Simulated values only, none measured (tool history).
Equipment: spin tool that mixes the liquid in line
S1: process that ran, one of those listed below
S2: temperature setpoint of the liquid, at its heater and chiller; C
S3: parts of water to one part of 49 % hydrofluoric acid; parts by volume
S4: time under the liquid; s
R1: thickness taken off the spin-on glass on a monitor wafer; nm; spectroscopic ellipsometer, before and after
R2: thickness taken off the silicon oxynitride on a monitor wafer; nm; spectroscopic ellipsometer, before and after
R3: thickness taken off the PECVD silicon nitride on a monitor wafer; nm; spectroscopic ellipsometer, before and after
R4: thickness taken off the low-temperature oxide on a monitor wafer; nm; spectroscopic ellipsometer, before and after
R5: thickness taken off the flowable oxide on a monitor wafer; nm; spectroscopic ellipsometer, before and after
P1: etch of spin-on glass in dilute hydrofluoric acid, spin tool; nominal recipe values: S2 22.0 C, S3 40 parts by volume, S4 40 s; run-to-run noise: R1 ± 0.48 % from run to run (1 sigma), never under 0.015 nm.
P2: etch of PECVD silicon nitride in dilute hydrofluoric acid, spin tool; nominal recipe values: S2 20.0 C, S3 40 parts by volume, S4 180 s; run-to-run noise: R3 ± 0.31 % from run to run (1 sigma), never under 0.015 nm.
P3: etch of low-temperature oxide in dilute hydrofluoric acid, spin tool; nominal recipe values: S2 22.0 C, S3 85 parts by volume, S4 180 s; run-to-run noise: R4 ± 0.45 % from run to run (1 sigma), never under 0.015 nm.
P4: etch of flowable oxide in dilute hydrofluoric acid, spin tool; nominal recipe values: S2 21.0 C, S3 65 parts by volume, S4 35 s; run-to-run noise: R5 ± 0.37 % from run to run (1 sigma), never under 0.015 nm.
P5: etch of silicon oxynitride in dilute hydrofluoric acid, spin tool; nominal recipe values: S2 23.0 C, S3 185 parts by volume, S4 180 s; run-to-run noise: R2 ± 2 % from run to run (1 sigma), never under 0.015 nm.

| run | hour | S1 | S2 | S3 | S4 | R1 | R2 | R3 | R4 | R5 |
|---|---|---|---|---|---|---|---|---|---|---|
| 1 | 4.8 | P1 | 22.0 | 40 | 40 | 40.571 |  |  |  |  |
| 2 | 7.2 | P5 | 23.0 | 185 | 180 |  | 1.2815 |  |  |  |
| 3 | 11.4 | P2 | 20.0 | 40 | 50 |  |  | 2.6720 |  |  |
| 4 | 15.6 | P1 | 22.0 | 40 | 65 | 66.155 |  |  |  |  |
| 5 | 19.6 | P1 | 22.0 | 40 | 40 | 40.906 |  |  |  |  |
| 6 | 24.2 | P3 | 22.0 | 85 | 180 |  |  |  | 26.6950 |  |
| 7 | 27.8 | P1 | 22.0 | 20 | 40 | 84.269 |  |  |  |  |
| 8 | 30.5 | P2 | 20.0 | 40 | 180 |  |  | 9.5495 |  |  |
|  | 30.9 | hydrofluoric acid flow meter replaced |
| 9 | 33.9 | P4 | 21.0 | 65 | 35 |  |  |  |  | 10.270 |
| 10 | 36.4 | P1 | 22.0 | 55 | 40 | 29.208 |  |  |  |  |
| 11 | 39.4 | P1 | 17.0 | 40 | 40 | 33.043 |  |  |  |  |
| 12 | 41.9 | P2 | 20.0 | 55 | 180 |  |  | 6.9722 |  |  |
| 13 | 46.5 | P1 | 22.0 | 40 | 40 | 41.232 |  |  |  |  |
| 14 | 49.0 | P3 | 22.0 | 85 | 15 |  |  |  | 2.2267 |  |
| 15 | 51.4 | P1 | 18.5 | 70 | 40 | 19.425 |  |  |  |  |
| 16 | 55.7 | P4 | 21.0 | 65 | 55 |  |  |  |  | 16.065 |
| 17 | 57.8 | P3 | 22.0 | 20 | 180 |  |  |  | 123.4000 |  |
| 18 | 62.0 | P2 | 17.0 | 40 | 180 |  |  | 7.7074 |  |  |
| 19 | 66.4 | P1 | 18.0 | 40 | 15 | 12.912 |  |  |  |  |
| 20 | 69.8 | P1 | 22.0 | 40 | 15 | 15.490 |  |  |  |  |
| 21 | 74.2 | P1 | 30.0 | 40 | 40 | 56.526 |  |  |  |  |
| 22 | 76.7 | P5 | 23.0 | 185 | 325 |  | 2.1908 |  |  |  |
| 23 | 79.6 | P3 | 17.0 | 85 | 180 |  |  |  | 21.6180 |  |
| 24 | 82.1 | P5 | 23.0 | 115 | 180 |  | 2.1227 |  |  |  |
| 25 | 85.4 | P5 | 28.5 | 185 | 180 |  | 1.6021 |  |  |  |
| 26 | 87.9 | P3 | 22.0 | 85 | 180 |  |  |  | 26.6860 |  |
| 27 | 91.4 | P4 | 21.0 | 25 | 35 |  |  |  |  | 28.008 |
| 28 | 94.3 | P5 | 23.0 | 185 | 180 |  | 1.2522 |  |  |  |
| 29 | 96.6 | P1 | 22.0 | 40 | 40 | 40.997 |  |  |  |  |
| 30 | 99.6 | P1 | 22.0 | 40 | 40 | 41.265 |  |  |  |  |
| 31 | 101.8 | P4 | 29.0 | 65 | 35 |  |  |  |  | 14.196 |
| 32 | 106.1 | P1 | 22.0 | 40 | 40 | 41.115 |  |  |  |  |
| 33 | 110.2 | P1 | 22.0 | 40 | 40 | 39.174 |  |  |  |  |
| 34 | 114.8 | P1 | 22.0 | 40 | 40 | 38.077 |  |  |  |  |
| 35 | 118.3 | P1 | 22.0 | 40 | 40 | 37.996 |  |  |  |  |
| 36 | 122.8 | P1 | 22.0 | 40 | 40 | 37.504 |  |  |  |  |
| 37 | 127.4 | P1 | 22.0 | 40 | 40 | 37.261 |  |  |  |  |
| 38 | 130.4 | P1 | 22.0 | 40 | 40 | 36.872 |  |  |  |  |
| 39 | 132.8 | P1 | 22.0 | 40 | 40 | 36.984 |  |  |  |  |
| 40 | 137.1 | P1 | 22.0 | 40 | 40 | 37.328 |  |  |  |  |
| 41 | 140.3 | P1 | 22.0 | 40 | 40 | 36.938 |  |  |  |  |

Compared with where it was, what P1 gives has crept away. Each cause listed below fits the log as well as the rest, at the size given for it:
A: hydrofluoric acid flow below the setpoint (%) = 9.29
B: liquid colder than its thermometer reads (K) = 2.42
Onset of the creep was near hour 106.1.

Each of the 4 check runs below uses one wafer; its results are left as question marks. Which run tells the causes apart?
| check 1 | 143.5 | P4 | 21.0 | 65 | 35 |  |  |  |  | ? |
| check 2 | 143.5 | P2 | 20.0 | 40 | 180 |  |  | ? |  |  |
| check 3 | 143.5 | P3 | 22.0 | 85 | 180 |  |  |  | ? |  |
| check 4 | 143.5 | P5 | 23.0 | 185 | 180 |  | ? |  |  |  |

Expected result of each check under each candidate cause:
| check | result | if A | if B |
|---|---|---|---|
| check 1 | R5 | 9.2173 | 9.2510 |
| check 2 | R3 | 8.6777 | 8.0447 |
| check 3 | R4 | 23.9740 | 24.1730 |
| check 4 | R2 | 1.1118 | 1.1118 |
Smallest distance between any two causes, each pair judged by its most separating result, in per cent: check 1 0.36 %; check 2 7.57 %; check 3 0.82 %; check 4 0.01 %
The causes can be told apart only by check 2. The other checks would give nearly the same results under each of them.

After running check 2, the following was obtained: R3 8.0623 nm. Which cause does this point to?

Of the candidate causes, it is B: liquid colder than its thermometer reads (K).
